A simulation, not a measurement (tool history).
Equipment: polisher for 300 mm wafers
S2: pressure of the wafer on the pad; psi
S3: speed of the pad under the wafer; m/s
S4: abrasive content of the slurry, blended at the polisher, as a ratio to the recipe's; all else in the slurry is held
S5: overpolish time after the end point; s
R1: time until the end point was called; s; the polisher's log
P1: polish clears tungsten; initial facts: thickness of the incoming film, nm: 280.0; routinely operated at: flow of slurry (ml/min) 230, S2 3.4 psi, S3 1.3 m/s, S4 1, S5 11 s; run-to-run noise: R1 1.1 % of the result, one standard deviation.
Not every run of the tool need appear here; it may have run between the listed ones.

{"run": 1, "hour": 11.7, "flow of slurry (ml/min)": 230, "S2": 3.4, "S3": 1.3, "S4": 1, "S5": 11, "R1": 48.571}
{"run": 2, "hour": 23.4, "flow of slurry (ml/min)": 230, "S2": 3.4, "S3": 2.06, "S4": 1, "S5": 11, "R1": 30.334}
{"run": 3, "hour": 31.8, "flow of slurry (ml/min)": 230, "S2": 3.4, "S3": 1.3, "S4": 1.4, "S5": 11, "R1": 45.57}
{"hour": 47.0, "done": "slurry nozzle cleaned"}
{"run": 4, "hour": 48.6, "flow of slurry (ml/min)": 140, "S2": 3.4, "S3": 1.3, "S4": 1, "S5": 11, "R1": 52.138}
{"run": 5, "hour": 65.9, "flow of slurry (ml/min)": 365, "S2": 3.4, "S3": 1.3, "S4": 1, "S5": 11, "R1": 47.651}
{"run": 6, "hour": 83.0, "flow of slurry (ml/min)": 140, "S2": 3.4, "S3": 1.3, "S4": 0.75, "S5": 11, "R1": 56.655}
{"run": 7, "hour": 100.9, "flow of slurry (ml/min)": 230, "S2": 2.3, "S3": 1.3, "S4": 1, "S5": 11, "R1": 71.375}
{"run": 8, "hour": 117.9, "flow of slurry (ml/min)": 230, "S2": 3.4, "S3": 1.3, "S4": 1, "S5": 11, "R1": 48.432}
{"run": 9, "hour": 127.8, "flow of slurry (ml/min)": 230, "S2": 3.4, "S3": 1.3, "S4": 1, "S5": 11, "R1": 48.033}
{"run": 10, "hour": 140.4, "flow of slurry (ml/min)": 230, "S2": 4.6, "S3": 1.3, "S4": 1, "S5": 11, "R1": 35.858}
{"run": 11, "hour": 150.4, "flow of slurry (ml/min)": 230, "S2": 3.4, "S3": 1.3, "S4": 1, "S5": 20, "R1": 48.529}
{"run": 12, "hour": 165.6, "flow of slurry (ml/min)": 230, "S2": 3.4, "S3": 1.3, "S4": 1, "S5": 11, "R1": 48.065}
{"hour": 177.7, "done": "slurry blender recalibrated"}
{"run": 13, "hour": 178.7, "flow of slurry (ml/min)": 230, "S2": 3.4, "S3": 1.3, "S4": 1, "S5": 3, "R1": 48.909}
{"run": 14, "hour": 197.5, "flow of slurry (ml/min)": 230, "S2": 3.4, "S3": 1.3, "S4": 1, "S5": 11, "R1": 48.915}
{"run": 15, "hour": 207.8, "flow of slurry (ml/min)": 230, "S2": 3.4, "S3": 0.7, "S4": 1, "S5": 11, "R1": 89.492}
{"run": 16, "hour": 217.7, "flow of slurry (ml/min)": 310, "S2": 3.4, "S3": 1.3, "S4": 1.35, "S5": 11, "R1": 44.087}
{"run": 17, "hour": 236.8, "flow of slurry (ml/min)": 230, "S2": 3.4, "S3": 1.3, "S4": 0.55, "S5": 11, "R1": 55.228}
{"run": 18, "hour": 245.7, "flow of slurry (ml/min)": 230, "S2": 3.4, "S3": 1.3, "S4": 1, "S5": 11, "R1": 48.834}
{"run": 19, "hour": 254.1, "flow of slurry (ml/min)": 230, "S2": 3.4, "S3": 1.3, "S4": 1, "S5": 11, "R1": 48.998}
{"run": 20, "hour": 265.2, "flow of slurry (ml/min)": 230, "S2": 3.4, "S3": 1.3, "S4": 1, "S5": 11, "R1": 49.311}
{"run": 21, "hour": 276.7, "flow of slurry (ml/min)": 230, "S2": 3.4, "S3": 1.3, "S4": 1, "S5": 11, "R1": 49.931}
{"run": 22, "hour": 289.0, "flow of slurry (ml/min)": 230, "S2": 3.4, "S3": 1.3, "S4": 1, "S5": 11, "R1": 50.406}
{"hour": 301.8, "done": "slurry blender recalibrated"}
{"run": 23, "hour": 305.2, "flow of slurry (ml/min)": 230, "S2": 3.4, "S3": 1.3, "S4": 1, "S5": 11, "R1": 50.805}
{"run": 24, "hour": 321.4, "flow of slurry (ml/min)": 230, "S2": 3.4, "S3": 1.3, "S4": 1, "S5": 11, "R1": 51.588}
{"hour": 328.4, "done": "head pressure recalibrated"}
{"hour": 336.7, "done": "worn pad replaced by a new one"}
{"run": 25, "hour": 338.3, "flow of slurry (ml/min)": 230, "S2": 3.4, "S3": 1.3, "S4": 1, "S5": 11, "R1": 51.661}
{"run": 26, "hour": 356.2, "flow of slurry (ml/min)": 230, "S2": 3.4, "S3": 1.3, "S4": 1, "S5": 11, "R1": 53.124}
{"run": 27, "hour": 367.7, "flow of slurry (ml/min)": 230, "S2": 3.4, "S3": 1.3, "S4": 1, "S5": 11, "R1": 52.431}
{"run": 28, "hour": 384.2, "flow of slurry (ml/min)": 230, "S2": 3.4, "S3": 1.3, "S4": 1, "S5": 11, "R1": 52.478}
{"run": 29, "hour": 395.6, "flow of slurry (ml/min)": 230, "S2": 3.4, "S3": 1.3, "S4": 1, "S5": 11, "R1": 52.479}

Compared with where it was, what P1 gives has crept away. Each cause listed below fits the log as well as the rest, at the size given for it:
A: slurry flow missing at the pad, % = 39.7
B: peroxide lost from the slurry, % = 17.6
The drift started at roughly hour 245.7.
What rules out each remaining cause:
removal rate lost through wear of the pad, %: serviced at hour 336.7, after the change had begun; the process did not return to its earlier output
head's pressure below its setpoint, %: serviced at hour 328.4, after the change had begun; the process did not return to its earlier output
abrasive missing from the slurry, %: serviced at hour 301.8, after the change had begun; the process did not return to its earlier output

The list below offers 4 check runs, each averaging the results of 5 wafers, and shows each result as a question mark. For which of them would the listed causes give clearly different results?
{"run": "check 1", "hour": 407.0, "flow of slurry (ml/min)": 140, "S2": 3.4, "S3": 1.3, "S4": 1, "S5": 16, "R1": "?"}
{"run": "check 2", "hour": 407.0, "flow of slurry (ml/min)": 230, "S2": 3.4, "S3": 1.88, "S4": 1, "S5": 19, "R1": "?"}
{"run": "check 3", "hour": 407.0, "flow of slurry (ml/min)": 230, "S2": 3.4, "S3": 1.98, "S4": 1, "S5": 3, "R1": "?"}
{"run": "check 4", "hour": 407.0, "flow of slurry (ml/min)": 230, "S2": 3.4, "S3": 1.64, "S4": 1.4, "S5": 11, "R1": "?"}

How each check would come out, cause by cause:
check=check_1 result=R1 if_A=58.91 if_B=56.441
check=check_2 result=R1 if_A=36.265 if_B=36.271
check=check_3 result=R1 if_A=34.433 if_B=34.44
check=check_4 result=R1 if_A=38.343 if_B=38.35
Per check, the gap between the least separated pair of causes, taken in the result that splits them most: check 1 4.28 %; check 2 0.02 %; check 3 0.02 %; check 4 0.02 %
Only check 1 tells the causes apart: in the others they would give nearly the same result.

Check 1 was then run and gave: R1 59.19 s. Which cause is it?

It is A: slurry flow missing at the pad, %.
